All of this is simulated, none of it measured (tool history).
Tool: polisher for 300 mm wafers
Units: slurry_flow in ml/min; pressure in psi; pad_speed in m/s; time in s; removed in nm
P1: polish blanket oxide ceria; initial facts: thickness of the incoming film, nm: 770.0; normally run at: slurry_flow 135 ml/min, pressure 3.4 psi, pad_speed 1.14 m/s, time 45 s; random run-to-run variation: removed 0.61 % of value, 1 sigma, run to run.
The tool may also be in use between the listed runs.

run    day  slurry_flow  pressure  pad_speed  time  removed
  1  0.096          135       3.4       1.14    45   227.04
  2  0.208          195       3.4       1.14    45   239.97
  3  0.392          135       1.5       1.14    45      101
  4  0.525          135       3.4       1.14    45   228.81
  5  0.679          135       3.4       0.62    45   123.14
  6  0.842          135       3.4       1.14    45   227.06
  7  1.021           95       3.4       1.14    45   210.69
  8  1.129           95       3.4       0.52    45    96.23
  9  1.283          135       3.4       1.14    45   228.46
 10  1.417          135       3.4       1.42    59   373.85
 11  1.588          135       1.5       1.14    59   131.34
 12  1.708          135       3.4       1.14    45   224.51
 13  1.825          135       4.4       1.14    45   294.75
 14  1.908          135       3.4       1.78    45   353.02
 15  2.092          135       3.4       1.14    45   226.47
 16  2.204          135       3.4       1.14    22   111.55
 17    2.4          135       3.4       1.14    71   358.26
 18  2.583          135       3.4       1.14    45    228.3
 19  2.671          135       3.4       1.14    45   222.49
 20  2.817          135       3.4       1.14    45    215.4

Run 21 is up next; what results do you expect?
 21  2.992          135       3.4       1.14    45        ?

{"run 21": {"removed": 210.8}}
